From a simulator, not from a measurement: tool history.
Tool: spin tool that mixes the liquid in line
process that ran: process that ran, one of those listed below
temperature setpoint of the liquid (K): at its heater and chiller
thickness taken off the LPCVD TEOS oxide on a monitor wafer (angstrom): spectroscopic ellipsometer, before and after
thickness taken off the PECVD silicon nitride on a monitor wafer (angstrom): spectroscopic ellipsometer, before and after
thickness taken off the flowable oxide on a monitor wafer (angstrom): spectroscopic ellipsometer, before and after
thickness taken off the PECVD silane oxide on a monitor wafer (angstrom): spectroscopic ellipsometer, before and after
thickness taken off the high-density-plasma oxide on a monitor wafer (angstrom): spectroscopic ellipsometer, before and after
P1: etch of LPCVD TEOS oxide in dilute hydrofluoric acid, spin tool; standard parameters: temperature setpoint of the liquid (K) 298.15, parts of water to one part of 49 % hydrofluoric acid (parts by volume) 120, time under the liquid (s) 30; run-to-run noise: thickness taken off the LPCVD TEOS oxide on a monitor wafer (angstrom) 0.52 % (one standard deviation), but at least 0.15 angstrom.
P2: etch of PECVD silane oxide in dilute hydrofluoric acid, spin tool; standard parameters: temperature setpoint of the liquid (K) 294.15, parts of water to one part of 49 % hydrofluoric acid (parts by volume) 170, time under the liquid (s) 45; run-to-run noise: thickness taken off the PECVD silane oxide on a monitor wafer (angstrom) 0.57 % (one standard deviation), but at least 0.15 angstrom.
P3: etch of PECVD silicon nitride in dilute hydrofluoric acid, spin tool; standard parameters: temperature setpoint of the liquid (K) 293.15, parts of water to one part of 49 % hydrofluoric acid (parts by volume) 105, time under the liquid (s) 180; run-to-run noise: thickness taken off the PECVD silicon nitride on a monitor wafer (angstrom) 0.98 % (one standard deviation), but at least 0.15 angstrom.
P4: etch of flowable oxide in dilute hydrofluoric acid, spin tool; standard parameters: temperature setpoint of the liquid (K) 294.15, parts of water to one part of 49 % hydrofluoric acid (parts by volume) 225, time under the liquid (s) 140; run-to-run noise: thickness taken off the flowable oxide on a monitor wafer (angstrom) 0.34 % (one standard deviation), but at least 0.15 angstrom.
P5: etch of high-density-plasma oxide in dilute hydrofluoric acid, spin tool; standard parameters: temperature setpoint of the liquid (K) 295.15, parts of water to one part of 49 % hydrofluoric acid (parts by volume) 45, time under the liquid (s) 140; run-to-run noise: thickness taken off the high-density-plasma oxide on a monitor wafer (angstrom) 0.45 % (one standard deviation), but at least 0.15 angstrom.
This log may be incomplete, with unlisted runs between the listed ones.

run    day  process that ran  temperature setpoint of the liquid (K)  parts of water to one part of 49 % hydrofluoric acid (parts by volume)  time under the liquid (s)  thickness taken off the LPCVD TEOS oxide on a monitor wafer (angstrom)  thickness taken off the PECVD silicon nitride on a monitor wafer (angstrom)  thickness taken off the flowable oxide on a monitor wafer (angstrom)  thickness taken off the PECVD silane oxide on a monitor wafer (angstrom)  thickness taken off the high-density-plasma oxide on a monitor wafer (angstrom)
  1  0.200                P1                                  298.15                                                                     120                         30                                                                 140.400
  2  0.454                P1                                  298.15                                                                     120                         30                                                                 140.250
  3  0.712                P1                                  298.15                                                                     120                         45                                                                 209.740
  4  0.888                P3                                  293.15                                                                     105                        180                                                                                                                                               22.576
  5  1.196                P4                                  294.15                                                                     225                        140                                                                                                                                                                                                                    142.610
  6  1.417                P4                                  290.15                                                                     225                        140                                                                                                                                                                                                                    121.780
  7  1.638                P2                                  294.15                                                                      75                         45                                                                                                                                                                                                                                                                                              157.980
  8  1.817                P2                                  302.15                                                                     170                         45                                                                                                                                                                                                                                                                                               84.536
  9  2.138                P2                                  294.15                                                                     170                         45                                                                                                                                                                                                                                                                                               63.219
 10  2.371                P1                                  298.15                                                                     120                         30                                                                 140.460
 11  2.529                P4                                  294.15                                                                      90                        140                                                                                                                                                                                                                    412.430
 12  2.738                P5                                  295.15                                                                      20                        140                                                                                                                                                                                                                                                                                                                                                                               381.610
 13  2.938                P3                                  293.15                                                                     105                        320                                                                                                                                               38.581
 14  3.175                P3                                  293.15                                                                      30                        180                                                                                                                                               76.603
 15  3.338                P1                                  304.15                                                                     120                         15                                                                  87.968
 16  3.654                P2                                  294.15                                                                     170                         85                                                                                                                                                                                                                                                                                              118.420
 17  3.817                P3                                  300.15                                                                     105                        180                                                                                                                                               35.694
 18  4.017                P1                                  298.15                                                                     215                         15                                                                  35.247
 19  4.333                P1                                  298.15                                                                     120                         15                                                                  69.881
 20  4.554                P1                                  298.15                                                                     120                         30                                                                 140.040
 21  4.775                P5                                  295.15                                                                      45                        140                                                                                                                                                                                                                                                                                                                                                                               163.540
 22  5.004                P4                                  294.15                                                                     225                         25                                                                                                                                                                                                                     25.421
 23  5.158                P1                                  298.15                                                                     200                         30                                                                  76.593
 24  5.467                P1                                  298.15                                                                     120                         30                                                                 140.960
 25  5.646                P5                                  301.65                                                                      45                        140                                                                                                                                                                                                                                                                                                                                                                               214.840
 26  5.833                P1                                  298.15                                                                      40                         30                                                                 468.860
 27  6.067                P5                                  295.15                                                                      45                         15                                                                                                                                                                                                                                                                                                                                                                                17.765
 28  6.379                P3                                  293.15                                                                     105                        180                                                                                                                                               22.367
 29  6.550                P1                                  292.65                                                                     120                         30                                                                 112.450
 30  6.850                P5                                  295.15                                                                      45                        140                                                                                                                                                                                                                                                                                                                                                                               163.390
 31  7.054                P1                                  302.15                                                                     120                         30                                                                 163.790
 32  7.208                P1                                  298.15                                                                     120                         30                                                                 140.040
 33  7.471                P1                                  298.15                                                                      25                         15                                                                 378.230
 34  7.696                P1                                  298.15                                                                     120                         30                                                                 139.860
 35  8.004                P1                                  298.15                                                                     120                         30                                                                 145.170
 36  8.300                P1                                  298.15                                                                     120                         30                                                                 149.960
 37  8.629                P1                                  298.15                                                                     120                         30                                                                 150.260
 38  8.833                P1                                  298.15                                                                     120                         30                                                                 150.930
 39  9.062                P1                                  298.15                                                                     120                         30                                                                 151.040
 40  9.338                P1                                  298.15                                                                     120                         30                                                                 153.540

The log shows P1 creeping away from where it was. Any of the 2 causes listed here, at the size stated for it, fits the log just as well as the others:
A: liquid hotter than its thermometer reads (K) = 2.07
B: hydrofluoric acid flow above the setpoint (%) = 7.15
The onset of the drift is placed at about day 7.696.

4 check runs are offered, one wafer each, their results left as question marks. Which one tells the causes apart?
check 1  9.612                P2                                  302.15                                                                     170                         45                                                                                                                                                                                                                                                                                                    ?
check 2  9.612                P3                                  296.65                                                                      35                        180                                                                                                                                                    ?
check 3  9.612                P5                                  299.65                                                                      45                         15                                                                                                                                                                                                                                                                                                                                                                                     ?
check 4  9.612                P4                                  290.15                                                                     225                        140                                                                                                                                                                                                                          ?

How each check would come out, cause by cause:
  check                                                                           result     if A     if B
check 1         thickness taken off the PECVD silane oxide on a monitor wafer (angstrom)   91.845   92.776
check 2      thickness taken off the PECVD silicon nitride on a monitor wafer (angstrom)   95.502   88.777
check 3  thickness taken off the high-density-plasma oxide on a monitor wafer (angstrom)   22.959   22.731
check 4             thickness taken off the flowable oxide on a monitor wafer (angstrom)  132.280  132.540
How far apart the two closest causes lie, in the result that separates them most: check 1 1.01 %; check 2 7.3 %; check 3 0.99 %; check 4 0.2 %
Only in check 2 would the causes give clearly different results; in the remaining checks their results would be nearly the same.

Check 2 was carried out, with these results: thickness taken off the PECVD silicon nitride on a monitor wafer (angstrom) 96.468. Which of the listed causes is responsible?

The correct cause is A, namely: liquid hotter than its thermometer reads (K).
